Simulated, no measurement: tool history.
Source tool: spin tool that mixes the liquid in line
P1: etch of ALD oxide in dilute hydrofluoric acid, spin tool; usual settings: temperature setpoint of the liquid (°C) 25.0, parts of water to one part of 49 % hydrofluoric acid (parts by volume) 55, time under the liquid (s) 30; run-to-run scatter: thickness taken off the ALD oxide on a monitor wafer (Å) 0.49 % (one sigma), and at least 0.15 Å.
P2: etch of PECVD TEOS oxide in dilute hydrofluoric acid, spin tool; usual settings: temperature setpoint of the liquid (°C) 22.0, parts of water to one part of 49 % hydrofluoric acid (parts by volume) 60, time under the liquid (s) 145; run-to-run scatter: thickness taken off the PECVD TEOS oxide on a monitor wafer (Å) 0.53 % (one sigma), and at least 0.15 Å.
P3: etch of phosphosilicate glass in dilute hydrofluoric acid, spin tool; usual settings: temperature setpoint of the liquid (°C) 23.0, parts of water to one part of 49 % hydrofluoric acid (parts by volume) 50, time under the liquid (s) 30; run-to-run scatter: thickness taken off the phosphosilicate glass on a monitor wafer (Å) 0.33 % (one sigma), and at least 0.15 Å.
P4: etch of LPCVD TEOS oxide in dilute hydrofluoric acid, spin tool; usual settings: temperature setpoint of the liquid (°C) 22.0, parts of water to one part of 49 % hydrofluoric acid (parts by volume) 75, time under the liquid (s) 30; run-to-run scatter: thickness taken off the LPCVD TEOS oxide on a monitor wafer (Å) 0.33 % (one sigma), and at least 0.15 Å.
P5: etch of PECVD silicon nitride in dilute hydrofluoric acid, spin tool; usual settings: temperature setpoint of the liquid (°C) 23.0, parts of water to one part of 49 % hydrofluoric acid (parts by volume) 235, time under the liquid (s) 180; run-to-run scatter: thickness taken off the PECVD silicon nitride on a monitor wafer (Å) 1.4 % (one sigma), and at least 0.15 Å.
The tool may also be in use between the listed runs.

| run | day | process that ran | temperature setpoint of the liquid (°C) | parts of water to one part of 49 % hydrofluoric acid (parts by volume) | time under the liquid (s) | hours since the thermometer was replaced | hours since the hydrofluoric acid flow meter was replaced | thickness taken off the ALD oxide on a monitor wafer (Å) | thickness taken off the PECVD TEOS oxide on a monitor wafer (Å) | thickness taken off the phosphosilicate glass on a monitor wafer (Å) | thickness taken off the LPCVD TEOS oxide on a monitor wafer (Å) | thickness taken off the PECVD silicon nitride on a monitor wafer (Å) |
|---|---|---|---|---|---|---|---|---|---|---|---|---|
| 1 | 0.538 | P1 | 25.0 | 55 | 30 | 941.0 | 1343.5 | 85.276 |  |  |  |  |
| 2 | 0.921 | P1 | 25.0 | 55 | 60 | 950.2 | 1352.7 | 171.040 |  |  |  |  |
| 3 | 1.446 | P2 | 22.0 | 60 | 145 | 962.8 | 1365.3 |  | 280.88 |  |  |  |
| 4 | 2.042 | P1 | 25.0 | 55 | 30 | 977.1 | 1379.6 | 84.957 |  |  |  |  |
| 5 | 2.358 | P3 | 23.0 | 50 | 30 | 984.7 | 1387.2 |  |  | 371.54 |  |  |
| 6 | 2.888 | P3 | 23.0 | 25 | 30 | 997.4 | 1399.9 |  |  | 760.39 |  |  |
| 7 | 3.342 | P4 | 28.0 | 75 | 30 | 1008.3 | 1410.8 |  |  |  | 214.10 |  |
| 8 | 3.912 | P4 | 22.0 | 75 | 60 | 1022.0 | 1424.5 |  |  |  | 336.93 |  |
| 9 | 4.462 | P1 | 25.0 | 85 | 30 | 1035.2 | 1437.7 | 52.810 |  |  |  |  |
| 10 | 4.917 | P1 | 25.0 | 55 | 15 | 1046.1 | 1448.6 | 42.711 |  |  |  |  |
| 11 | 5.350 | P2 | 26.5 | 60 | 145 | 1056.5 | 1459.0 |  | 338.75 |  |  |  |
| 12 | 5.662 | P1 | 32.0 | 55 | 15 | 1064.0 | 1466.5 | 56.001 |  |  |  |  |
| 13 | 6.042 | P1 | 25.0 | 55 | 30 | 1073.1 | 1475.6 | 85.363 |  |  |  |  |
| 14 | 6.675 | P1 | 25.0 | 55 | 30 | 1088.3 | 1490.8 | 84.908 |  |  |  |  |
| 15 | 7.200 | P5 | 30.0 | 235 | 180 | 1100.9 | 1503.4 |  |  |  |  | 27.564 |
| 16 | 7.754 | P3 | 28.0 | 50 | 30 | 1114.2 | 1516.7 |  |  | 452.74 |  |  |
| 17 | 8.262 | P5 | 23.0 | 35 | 180 | 1126.4 | 1528.9 |  |  |  |  | 115.180 |
| 18 | 8.675 | P1 | 19.0 | 55 | 30 | 1136.3 | 1538.8 | 66.690 |  |  |  |  |
| 19 | 9.133 | P1 | 25.0 | 90 | 45 | 1147.3 | 1549.8 | 75.522 |  |  |  |  |
| 20 | 9.717 | P1 | 29.5 | 55 | 30 | 1161.3 | 1563.8 | 102.440 |  |  |  |  |
| 21 | 10.188 | P2 | 22.0 | 100 | 145 | 1172.6 | 1575.1 |  | 161.37 |  |  |  |
| 22 | 10.538 | P4 | 22.0 | 105 | 30 | 1181.0 | 1583.5 |  |  |  | 116.38 |  |
| 23 | 10.988 | P1 | 25.0 | 20 | 15 | 1191.8 | 1594.3 | 122.560 |  |  |  |  |
| 24 | 11.542 | P4 | 22.0 | 75 | 30 | 1205.1 | 1607.6 |  |  |  | 169.77 |  |
| 25 | 11.929 | P3 | 23.0 | 50 | 30 | 1214.4 | 1616.9 |  |  | 368.52 |  |  |
| 26 | 12.375 | P1 | 25.0 | 30 | 30 | 1225.1 | 1627.6 | 162.310 |  |  |  |  |
| 27 | 12.888 | P3 | 23.0 | 50 | 15 | 1237.4 | 1639.9 |  |  | 185.56 |  |  |
| 28 | 13.512 | P2 | 22.0 | 60 | 210 | 1252.4 | 1654.9 |  | 408.04 |  |  |  |

Estimate the outcome of run 29 from the log above:
| 29 | 14.038 | P1 | 25.0 | 55 | 30 | 1265.0 | 1667.5 | ? |  |  |  |  |

{"run 29": {"thickness taken off the ALD oxide on a monitor wafer (Å)": 84.539}}
